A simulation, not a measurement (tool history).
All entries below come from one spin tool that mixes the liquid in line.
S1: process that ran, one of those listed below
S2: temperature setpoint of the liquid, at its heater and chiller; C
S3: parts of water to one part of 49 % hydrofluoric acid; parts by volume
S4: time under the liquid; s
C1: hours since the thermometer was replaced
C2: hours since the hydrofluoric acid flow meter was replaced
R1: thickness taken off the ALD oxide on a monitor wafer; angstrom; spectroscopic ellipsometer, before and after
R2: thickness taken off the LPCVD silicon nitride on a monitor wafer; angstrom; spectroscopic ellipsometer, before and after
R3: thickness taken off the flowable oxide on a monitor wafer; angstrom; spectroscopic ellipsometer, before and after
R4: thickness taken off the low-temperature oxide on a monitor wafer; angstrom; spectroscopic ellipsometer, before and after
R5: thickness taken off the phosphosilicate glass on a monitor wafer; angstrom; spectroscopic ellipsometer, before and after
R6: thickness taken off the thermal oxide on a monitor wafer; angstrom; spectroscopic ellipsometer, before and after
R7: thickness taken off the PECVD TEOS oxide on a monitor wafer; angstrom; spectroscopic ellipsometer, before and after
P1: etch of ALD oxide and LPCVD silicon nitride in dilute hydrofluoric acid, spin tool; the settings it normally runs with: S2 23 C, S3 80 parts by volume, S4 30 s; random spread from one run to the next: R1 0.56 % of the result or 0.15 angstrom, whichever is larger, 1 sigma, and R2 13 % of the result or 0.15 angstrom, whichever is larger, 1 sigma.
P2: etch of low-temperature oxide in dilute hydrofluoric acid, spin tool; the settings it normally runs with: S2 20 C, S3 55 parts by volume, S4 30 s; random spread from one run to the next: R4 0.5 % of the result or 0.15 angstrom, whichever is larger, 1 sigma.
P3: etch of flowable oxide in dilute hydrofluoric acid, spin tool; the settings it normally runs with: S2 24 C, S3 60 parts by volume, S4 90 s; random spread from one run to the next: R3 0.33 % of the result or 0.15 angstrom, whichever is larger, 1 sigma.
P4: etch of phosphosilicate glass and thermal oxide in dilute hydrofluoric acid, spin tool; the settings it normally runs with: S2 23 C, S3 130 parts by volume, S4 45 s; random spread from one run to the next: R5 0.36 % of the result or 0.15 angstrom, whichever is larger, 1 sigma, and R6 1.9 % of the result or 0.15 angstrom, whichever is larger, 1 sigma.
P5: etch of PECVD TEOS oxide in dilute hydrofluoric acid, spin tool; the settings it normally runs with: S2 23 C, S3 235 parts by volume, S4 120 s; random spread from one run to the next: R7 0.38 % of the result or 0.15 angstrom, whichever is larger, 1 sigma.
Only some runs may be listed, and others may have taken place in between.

Run 1, hour 11.8: S1 P1, S2 23 C, S3 80 parts by volume, S4 30 s; C1 890.4; C2 317.1. Result: R1 122.14 angstrom, R2 1.7636 angstrom.
Run 2, hour 21.1: S1 P3, S2 30 C, S3 60 parts by volume, S4 90 s; C1 899.7; C2 326.4. Result: R3 641.91 angstrom.
Run 3, hour 30.6: S1 P2, S2 20 C, S3 95 parts by volume, S4 30 s; C1 909.2; C2 335.9. Result: R4 41.922 angstrom.
Run 4, hour 39.6: S1 P4, S2 23 C, S3 40 parts by volume, S4 45 s; C1 918.2; C2 344.9. Result: R5 1491.7 angstrom, R6 52.295 angstrom.
Run 5, hour 47: S1 P5, S2 23 C, S3 415 parts by volume, S4 120 s; C1 925.6; C2 352.3. Result: R7 35.736 angstrom.
Run 6, hour 57.1: S1 P1, S2 23 C, S3 20 parts by volume, S4 30 s; C1 935.7; C2 362.4. Result: R1 526.94 angstrom, R2 7.5717 angstrom.
Run 7, hour 68.3: S1 P3, S2 24 C, S3 25 parts by volume, S4 90 s; C1 946.9; C2 373.6. Result: R3 1268.6 angstrom.
Run 8, hour 77.7: S1 P3, S2 24 C, S3 60 parts by volume, S4 25 s; C1 956.3; C2 383. Result: R3 139.91 angstrom.
Run 9, hour 90.4: S1 P2, S2 20 C, S3 55 parts by volume, S4 50 s; C1 969; C2 395.7. Result: R4 127.14 angstrom.
Run 10, hour 102.1: S1 P3, S2 24 C, S3 60 parts by volume, S4 90 s; C1 980.7; C2 407.4. Result: R3 504.35 angstrom.
Run 11, hour 112.5: S1 P1, S2 23 C, S3 80 parts by volume, S4 30 s; C1 991.1; C2 417.8. Result: R1 120.78 angstrom, R2 1.9009 angstrom.
Run 12, hour 124.2: S1 P4, S2 27.5 C, S3 130 parts by volume, S4 45 s; C1 1002.8; C2 429.5. Result: R5 492.26 angstrom, R6 17.039 angstrom.
Run 13, hour 137.7: S1 P1, S2 23 C, S3 115 parts by volume, S4 30 s; C1 1016.3; C2 443. Result: R1 81.365 angstrom, R2 1.5539 angstrom.
Run 14, hour 144.5: S1 P5, S2 17.5 C, S3 235 parts by volume, S4 120 s; C1 1023.1; C2 449.8. Result: R7 60.704 angstrom.
Run 15, hour 152.6: S1 P1, S2 31.5 C, S3 80 parts by volume, S4 30 s; C1 1031.2; C2 457.9. Result: R1 171.12 angstrom, R2 3.193 angstrom.
Run 16, hour 163.4: S1 P4, S2 23 C, S3 130 parts by volume, S4 80 s; C1 1042; C2 468.7. Result: R5 734.6 angstrom, R6 25.382 angstrom.
Run 17, hour 176.3: S1 P1, S2 23 C, S3 80 parts by volume, S4 30 s; C1 1054.9; C2 481.6. Result: R1 120.99 angstrom, R2 1.3305 angstrom.
Run 18, hour 188.1: S1 P5, S2 23 C, S3 235 parts by volume, S4 45 s; C1 1066.7; C2 493.4. Result: R7 28.179 angstrom.
Run 19, hour 199.3: S1 P2, S2 28 C, S3 55 parts by volume, S4 30 s; C1 1077.9; C2 504.6. Result: R4 105.4 angstrom.
Run 20, hour 207.8: S1 P4, S2 23 C, S3 130 parts by volume, S4 45 s; C1 1086.4; C2 513.1. Result: R5 412.15 angstrom, R6 14.103 angstrom.
Run 21, hour 216.6: S1 P1, S2 17 C, S3 80 parts by volume, S4 30 s; C1 1095.2; C2 521.9. Result: R1 95.119 angstrom, R2 1.432 angstrom.
Run 22, hour 225: S1 P5, S2 23 C, S3 235 parts by volume, S4 120 s; C1 1103.6; C2 530.3. Result: R7 74.512 angstrom.
Run 23, hour 232.4: S1 P1, S2 23 C, S3 80 parts by volume, S4 45 s; C1 1111; C2 537.7. Result: R1 182.74 angstrom, R2 3.6914 angstrom.
Run 24, hour 242.2: S1 P1, S2 23 C, S3 80 parts by volume, S4 15 s; C1 1120.8; C2 547.5. Result: R1 61.413 angstrom, R2 0.86449 angstrom.
Run 25, hour 255.5: S1 P1, S2 23 C, S3 80 parts by volume, S4 30 s; C1 1134.1; C2 560.8. Result: R1 121.42 angstrom, R2 1.8187 angstrom.
Run 26, hour 262.9: S1 P2, S2 20 C, S3 55 parts by volume, S4 30 s; C1 1141.5; C2 568.2. Result: R4 76.228 angstrom.
Run 27, hour 269.4: S1 P4, S2 23 C, S3 130 parts by volume, S4 45 s; C1 1148; C2 574.7. Result: R5 413.67 angstrom, R6 13.686 angstrom.
Run 28, hour 276.3: S1 P1, S2 23 C, S3 130 parts by volume, S4 15 s; C1 1154.9; C2 581.6. Result: R1 35.778 angstrom, R2 0.56337 angstrom.
Run 29, hour 290.4: S1 P2, S2 20 C, S3 55 parts by volume, S4 30 s; C1 1169; C2 595.7. Result: R4 76.58 angstrom.
Run 30, hour 299.5: S1 P1, S2 23 C, S3 80 parts by volume, S4 30 s; C1 1178.1; C2 604.8. Result: R1 122.91 angstrom, R2 1.5279 angstrom.
Run 31, hour 310.7: S1 P1, S2 23 C, S3 80 parts by volume, S4 30 s; C1 1189.3; C2 616. Result: R1 122.28 angstrom, R2 1.8456 angstrom.
Run 32, hour 321.9: S1 P1, S2 23 C, S3 80 parts by volume, S4 30 s; C1 1200.5; C2 627.2. Result: R1 123 angstrom, R2 1.4402 angstrom.
Run 33, hour 336.1: S1 P1, S2 23 C, S3 80 parts by volume, S4 30 s; C1 1214.7; C2 641.4. Result: R1 127.53 angstrom, R2 2.032 angstrom.
Run 34, hour 343.3: S1 P1, S2 23 C, S3 80 parts by volume, S4 30 s; C1 1221.9; C2 648.6. Result: R1 129.69 angstrom, R2 1.987 angstrom.
Run 35, hour 357.4: S1 P1, S2 23 C, S3 80 parts by volume, S4 30 s; C1 1236; C2 662.7. Result: R1 130.5 angstrom, R2 1.9958 angstrom.
Run 36, hour 364: S1 P1, S2 23 C, S3 80 parts by volume, S4 30 s; C1 1242.6; C2 669.3. Result: R1 130.69 angstrom, R2 2.6489 angstrom.
Run 37, hour 371.8: S1 P1, S2 23 C, S3 80 parts by volume, S4 30 s; C1 1250.4; C2 677.1. Result: R1 130.12 angstrom, R2 2.4504 angstrom.
Run 38, hour 386: S1 P1, S2 23 C, S3 80 parts by volume, S4 30 s; C1 1264.6; C2 691.3. Result: R1 130.48 angstrom, R2 2.0102 angstrom.
Run 39, hour 393.1: S1 P1, S2 23 C, S3 80 parts by volume, S4 30 s; C1 1271.7; C2 698.4. Result: R1 132.17 angstrom, R2 2.1528 angstrom.

Compared with where it was, what P1 gives has crept away. Each cause listed below fits the log as well as the rest, at the size given for it:
A: hydrofluoric acid flow above the setpoint (%) = 6.99
B: liquid hotter than its thermometer reads (K) = 1.84
At approximately hour 321.9, the process output began to creep.

Each of the check runs listed below is run on 2 wafers and reports their average, with the results left as question marks. Pick the one under which the possible causes would lead to clearly different results.
Run check 1, hour 400.2: S1 P2, S2 20 C, S3 90 parts by volume, S4 30 s. Result: R4 ?.
Run check 2, hour 400.2: S1 P4, S2 23 C, S3 65 parts by volume, S4 45 s. Result: R5 ?, R6 ?.
Run check 3, hour 400.2: S1 P5, S2 23 C, S3 400 parts by volume, S4 120 s. Result: R7 ?.
Run check 4, hour 400.2: S1 P3, S2 29 C, S3 30 parts by volume, S4 90 s. Result: R3 ?.

Check results expected under each cause:
  check  result    if A    if B
check 1      R4  48.116  48.174
check 2      R5  959.43  961.22
check 2      R6  33.305  33.367
check 3      R7  41.126  39.902
check 4      R3  1384.1  1388.4
Per-check spread between the two closest causes, in the result where they differ most: check 1 0.12 %; check 2 0.19 %; check 3 3.02 %; check 4 0.31 %
The causes can be told apart only by check 3. The other checks would give nearly the same results under each of them.

Running check 3 produced the following: R7 40.03 angstrom. Which one of the listed causes fits?

It is B: liquid hotter than its thermometer reads (K).
